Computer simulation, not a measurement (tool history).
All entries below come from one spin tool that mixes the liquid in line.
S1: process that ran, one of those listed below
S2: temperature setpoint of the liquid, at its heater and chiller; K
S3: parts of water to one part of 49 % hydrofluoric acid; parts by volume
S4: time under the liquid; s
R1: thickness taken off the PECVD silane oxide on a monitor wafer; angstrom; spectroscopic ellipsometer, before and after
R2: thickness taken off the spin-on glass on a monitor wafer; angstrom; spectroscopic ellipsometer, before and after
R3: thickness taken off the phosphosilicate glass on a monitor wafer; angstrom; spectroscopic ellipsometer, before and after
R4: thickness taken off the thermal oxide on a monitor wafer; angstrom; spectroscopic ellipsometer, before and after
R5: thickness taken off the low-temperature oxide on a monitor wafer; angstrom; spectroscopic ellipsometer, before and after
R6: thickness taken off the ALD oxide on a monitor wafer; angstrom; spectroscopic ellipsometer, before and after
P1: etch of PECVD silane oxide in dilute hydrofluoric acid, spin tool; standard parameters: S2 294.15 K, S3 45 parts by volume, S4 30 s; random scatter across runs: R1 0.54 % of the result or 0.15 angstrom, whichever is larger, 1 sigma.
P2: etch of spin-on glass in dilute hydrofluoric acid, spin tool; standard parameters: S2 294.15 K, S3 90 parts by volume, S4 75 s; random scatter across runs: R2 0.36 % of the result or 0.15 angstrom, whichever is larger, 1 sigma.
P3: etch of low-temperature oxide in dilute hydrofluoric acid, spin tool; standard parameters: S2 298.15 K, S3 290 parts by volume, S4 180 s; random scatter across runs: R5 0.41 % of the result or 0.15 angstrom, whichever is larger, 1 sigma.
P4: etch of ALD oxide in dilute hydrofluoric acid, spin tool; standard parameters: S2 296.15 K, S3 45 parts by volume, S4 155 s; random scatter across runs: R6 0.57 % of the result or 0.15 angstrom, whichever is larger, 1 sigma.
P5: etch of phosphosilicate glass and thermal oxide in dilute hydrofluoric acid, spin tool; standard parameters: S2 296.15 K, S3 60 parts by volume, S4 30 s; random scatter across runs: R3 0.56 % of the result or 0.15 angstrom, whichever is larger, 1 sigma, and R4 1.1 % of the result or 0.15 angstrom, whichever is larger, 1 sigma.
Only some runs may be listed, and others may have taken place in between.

run    day  S1      S2   S3   S4      R1      R2      R3      R4       R5      R6
  1  0.217  P1  294.15   45   30  184.01
  2  0.392  P1  290.15   45   30  156.47
  3  0.546  P1  294.15   45   30  184.13
     0.671  -- hydrofluoric acid flow meter replaced
  4  0.792  P2  301.65   90   75          516.34
  5  0.917  P1  294.15   45   30  185.37
  6  1.088  P1  294.15   20   15  214.52
  7  1.217  P5  290.15   60   30                  245.13  19.342
  8  1.425  P2  294.15   90   40          204.59
  9  1.538  P3  298.15  290  180                                  105.800
 10  1.654  P3  292.65  290  180                                   86.281
 11  1.792  P1  294.15   60   30  135.40
 12  1.933  P1  294.15   45   30  184.37
 13  2.150  P1  294.15   45   50  307.28
 14  2.371  P5  296.15   60   30                  318.19  24.773
 15  2.562  P4  296.15   75  155                                           203.69
 16  2.762  P1  294.15   30   30  282.17
 17  2.904  P1  299.65   45   30  232.95
 18  3.146  P3  298.15  290  310                                  181.130

Run 19, settings as shown, results not yet in. Your forecast:
 19  3.338  P4  296.15  45  250                       ?

R6: 568.74 angstrom
